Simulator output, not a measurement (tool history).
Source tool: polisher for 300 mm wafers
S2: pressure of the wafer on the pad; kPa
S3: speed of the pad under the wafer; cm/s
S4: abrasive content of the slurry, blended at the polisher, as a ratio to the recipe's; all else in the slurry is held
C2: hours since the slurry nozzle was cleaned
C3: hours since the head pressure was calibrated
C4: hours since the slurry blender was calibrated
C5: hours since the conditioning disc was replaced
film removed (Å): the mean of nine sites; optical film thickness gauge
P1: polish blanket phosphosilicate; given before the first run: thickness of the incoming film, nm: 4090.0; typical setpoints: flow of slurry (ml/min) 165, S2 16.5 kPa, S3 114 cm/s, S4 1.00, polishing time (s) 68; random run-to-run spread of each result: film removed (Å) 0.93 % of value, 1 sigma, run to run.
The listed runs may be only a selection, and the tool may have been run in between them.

run 1 hour=4.8 | flow_of_slurry_(ml/min)=165 S2=16.5 S3=114 S4=1.00 polishing_time_(s)=68 | wafers_polished_on_this_pad=112 C2=147.6 C3=126.5 C4=127.6 C5=119.9 | film_removed_(Å)=4787.2
run 2 hour=8.0 | flow_of_slurry_(ml/min)=165 S2=16.5 S3=114 S4=1.00 polishing_time_(s)=68 | wafers_polished_on_this_pad=134 C2=150.8 C3=129.7 C4=130.8 C5=123.1 | film_removed_(Å)=4754.3
run 3 hour=11.7 | flow_of_slurry_(ml/min)=100 S2=16.5 S3=66 S4=1.00 polishing_time_(s)=68 | wafers_polished_on_this_pad=161 C2=154.5 C3=133.4 C4=134.5 C5=126.8 | film_removed_(Å)=2746.3
run 4 hour=17.8 | flow_of_slurry_(ml/min)=100 S2=16.5 S3=114 S4=1.00 polishing_time_(s)=68 | wafers_polished_on_this_pad=204 C2=160.6 C3=139.5 C4=140.6 C5=132.9 | film_removed_(Å)=4287.8
run 5 hour=21.2 | flow_of_slurry_(ml/min)=165 S2=16.5 S3=158 S4=1.00 polishing_time_(s)=94 | wafers_polished_on_this_pad=228 C2=164.0 C3=142.9 C4=144.0 C5=136.3 | film_removed_(Å)=8601.8
run 6 hour=27.2 | flow_of_slurry_(ml/min)=165 S2=16.5 S3=114 S4=1.00 polishing_time_(s)=68 | wafers_polished_on_this_pad=270 C2=170.0 C3=148.9 C4=150.0 C5=142.3 | film_removed_(Å)=4737.0
run 7 hour=34.2 | flow_of_slurry_(ml/min)=165 S2=16.5 S3=114 S4=1.35 polishing_time_(s)=68 | wafers_polished_on_this_pad=320 C2=177.0 C3=155.9 C4=157.0 C5=149.3 | film_removed_(Å)=5366.1
run 8 hour=38.8 | flow_of_slurry_(ml/min)=165 S2=21.4 S3=114 S4=1.00 polishing_time_(s)=38 | wafers_polished_on_this_pad=353 C2=181.6 C3=160.5 C4=161.6 C5=153.9 | film_removed_(Å)=3421.2
run 9 hour=44.8 | flow_of_slurry_(ml/min)=165 S2=16.5 S3=114 S4=1.00 polishing_time_(s)=68 | wafers_polished_on_this_pad=395 C2=187.6 C3=166.5 C4=167.6 C5=159.9 | film_removed_(Å)=4722.8
run 10 hour=50.9 | flow_of_slurry_(ml/min)=165 S2=16.5 S3=66 S4=1.00 polishing_time_(s)=68 | wafers_polished_on_this_pad=438 C2=193.7 C3=172.6 C4=173.7 C5=166.0 | film_removed_(Å)=3094.8
run 11 hour=56.2 | flow_of_slurry_(ml/min)=235 S2=16.5 S3=114 S4=1.00 polishing_time_(s)=68 | wafers_polished_on_this_pad=476 C2=199.0 C3=177.9 C4=179.0 C5=171.3 | film_removed_(Å)=4989.6
run 12 hour=62.9 | flow_of_slurry_(ml/min)=165 S2=8.3 S3=114 S4=1.00 polishing_time_(s)=68 | wafers_polished_on_this_pad=523 C2=205.7 C3=184.6 C4=185.7 C5=178.0 | film_removed_(Å)=2379.9
run 13 hour=66.7 | flow_of_slurry_(ml/min)=165 S2=16.5 S3=114 S4=1.00 polishing_time_(s)=68 | wafers_polished_on_this_pad=550 C2=209.5 C3=188.4 C4=189.5 C5=181.8 | film_removed_(Å)=4715.8
run 14 hour=73.0 | flow_of_slurry_(ml/min)=165 S2=16.5 S3=180 S4=1.00 polishing_time_(s)=68 | wafers_polished_on_this_pad=595 C2=215.8 C3=194.7 C4=195.8 C5=188.1 | film_removed_(Å)=6933.8
run 15 hour=76.3 | flow_of_slurry_(ml/min)=165 S2=23.4 S3=114 S4=1.00 polishing_time_(s)=68 | wafers_polished_on_this_pad=618 C2=219.1 C3=198.0 C4=199.1 C5=191.4 | film_removed_(Å)=6720.0
run 16 hour=80.5 | flow_of_slurry_(ml/min)=165 S2=16.5 S3=114 S4=1.00 polishing_time_(s)=35 | wafers_polished_on_this_pad=648 C2=223.3 C3=202.2 C4=203.3 C5=195.6 | film_removed_(Å)=2458.3
run 17 hour=87.3 | flow_of_slurry_(ml/min)=165 S2=16.5 S3=114 S4=1.00 polishing_time_(s)=68 | wafers_polished_on_this_pad=696 C2=230.1 C3=209.0 C4=210.1 C5=202.4 | film_removed_(Å)=4805.2
run 18 hour=90.5 | flow_of_slurry_(ml/min)=165 S2=16.5 S3=114 S4=1.00 polishing_time_(s)=103 | wafers_polished_on_this_pad=719 C2=233.3 C3=212.2 C4=213.3 C5=205.6 | film_removed_(Å)=7199.4
run 19 hour=95.1 | flow_of_slurry_(ml/min)=165 S2=16.5 S3=114 S4=0.50 polishing_time_(s)=68 | wafers_polished_on_this_pad=751 C2=237.9 C3=216.8 C4=217.9 C5=210.2 | film_removed_(Å)=3277.8
run 20 hour=101.1 | flow_of_slurry_(ml/min)=165 S2=16.5 S3=114 S4=1.00 polishing_time_(s)=68 | wafers_polished_on_this_pad=794 C2=243.9 C3=222.8 C4=223.9 C5=216.2 | film_removed_(Å)=4761.0
run 21 hour=105.6 | flow_of_slurry_(ml/min)=165 S2=16.5 S3=114 S4=1.00 polishing_time_(s)=68 | wafers_polished_on_this_pad=826 C2=248.4 C3=227.3 C4=228.4 C5=220.7 | film_removed_(Å)=4745.7
run 22 hour=112.2 | flow_of_slurry_(ml/min)=165 S2=16.5 S3=114 S4=1.00 polishing_time_(s)=68 | wafers_polished_on_this_pad=872 C2=255.0 C3=233.9 C4=235.0 C5=227.3 | film_removed_(Å)=4582.9
run 23 hour=119.2 | flow_of_slurry_(ml/min)=165 S2=16.5 S3=114 S4=1.00 polishing_time_(s)=68 | wafers_polished_on_this_pad=922 C2=262.0 C3=240.9 C4=242.0 C5=234.3 | film_removed_(Å)=4472.2
run 24 hour=125.4 | flow_of_slurry_(ml/min)=165 S2=16.5 S3=114 S4=1.00 polishing_time_(s)=68 | wafers_polished_on_this_pad=966 C2=268.2 C3=247.1 C4=248.2 C5=240.5 | film_removed_(Å)=4418.6
run 25 hour=132.4 | flow_of_slurry_(ml/min)=165 S2=16.5 S3=114 S4=1.00 polishing_time_(s)=68 | wafers_polished_on_this_pad=1015 C2=275.2 C3=254.1 C4=255.2 C5=247.5 | film_removed_(Å)=4411.2
-- hour=137.7 conditioning disc replaced and pad reconditioned
run 26 hour=138.7 | flow_of_slurry_(ml/min)=165 S2=16.5 S3=114 S4=1.00 polishing_time_(s)=68 | wafers_polished_on_this_pad=1060 C2=281.5 C3=260.4 C4=261.5 C5=1.0 | film_removed_(Å)=4430.2
-- hour=139.3 head pressure recalibrated
-- hour=142.2 slurry blender recalibrated
run 27 hour=144.3 | flow_of_slurry_(ml/min)=165 S2=16.5 S3=114 S4=1.00 polishing_time_(s)=68 | wafers_polished_on_this_pad=1100 C2=287.1 C3=5.1 C4=2.1 C5=6.6 | film_removed_(Å)=4432.5
run 28 hour=150.7 | flow_of_slurry_(ml/min)=165 S2=16.5 S3=114 S4=1.00 polishing_time_(s)=68 | wafers_polished_on_this_pad=1145 C2=293.5 C3=11.5 C4=8.5 C5=13.0 | film_removed_(Å)=4382.4
run 29 hour=155.1 | flow_of_slurry_(ml/min)=165 S2=16.5 S3=114 S4=1.00 polishing_time_(s)=68 | wafers_polished_on_this_pad=1176 C2=297.9 C3=15.9 C4=12.9 C5=17.4 | film_removed_(Å)=4447.6
run 30 hour=161.3 | flow_of_slurry_(ml/min)=165 S2=16.5 S3=114 S4=1.00 polishing_time_(s)=68 | wafers_polished_on_this_pad=1220 C2=304.1 C3=22.1 C4=19.1 C5=23.6 | film_removed_(Å)=4367.3
run 31 hour=165.3 | flow_of_slurry_(ml/min)=165 S2=16.5 S3=114 S4=1.00 polishing_time_(s)=68 | wafers_polished_on_this_pad=1248 C2=308.1 C3=26.1 C4=23.1 C5=27.6 | film_removed_(Å)=4381.0

P1 no longer gives what it gave before; its output has crept away from where it was. The following 2 causes, each at its listed size, fit the log equally well:
A: slurry flow missing at the pad, % = 36.4
B: removal rate lost through wear of the pad, % = 8.46
Onset of the creep was near hour 101.1.
Ruled out, with reasons:
head's pressure below its setpoint, %: maintenance at hour 139.3, after the shift began, did not return the process to its former output
abrasive missing from the slurry, %: maintenance at hour 142.2, after the shift began, did not return the process to its former output
time polished since the conditioner stopped cutting, s: maintenance at hour 137.7, after the shift began, did not return the process to its former output

Which of the check runs below tells the causes apart, meaning the causes would give it clearly different results? Each run uses 2 wafers whose results are averaged, and each result is shown as a question mark.
run check 1 hour=169.3 | flow_of_slurry_(ml/min)=100 S2=9.0 S3=114 S4=1.00 polishing_time_(s)=68 | film_removed_(Å)=?
run check 2 hour=169.3 | flow_of_slurry_(ml/min)=165 S2=16.5 S3=176 S4=1.00 polishing_time_(s)=37 | film_removed_(Å)=?
run check 3 hour=169.3 | flow_of_slurry_(ml/min)=165 S2=22.1 S3=114 S4=1.00 polishing_time_(s)=68 | film_removed_(Å)=?
run check 4 hour=169.3 | flow_of_slurry_(ml/min)=165 S2=16.5 S3=114 S4=0.65 polishing_time_(s)=68 | film_removed_(Å)=?

What each check would give under each cause:
check=check_1 result=film_removed_(Å) if_A=2032.0 if_B=2134.9
check=check_2 result=film_removed_(Å) if_A=3355.2 if_B=3355.9
check=check_3 result=film_removed_(Å) if_A=5808.7 if_B=5809.8
check=check_4 result=film_removed_(Å) if_A=3499.9 if_B=3500.6
Distance between the nearest two causes, measured in the result of the check that separates them most: check 1 4.94 %; check 2 0.02 %; check 3 0.02 %; check 4 0.02 %
Check 1 distinguishes between the causes, while the remaining checks would return nearly the same result for all of them.

After running check 1, the following was obtained: film removed (Å) 2028.6. Which cause does this point to?

The cause is A: slurry flow missing at the pad, %.

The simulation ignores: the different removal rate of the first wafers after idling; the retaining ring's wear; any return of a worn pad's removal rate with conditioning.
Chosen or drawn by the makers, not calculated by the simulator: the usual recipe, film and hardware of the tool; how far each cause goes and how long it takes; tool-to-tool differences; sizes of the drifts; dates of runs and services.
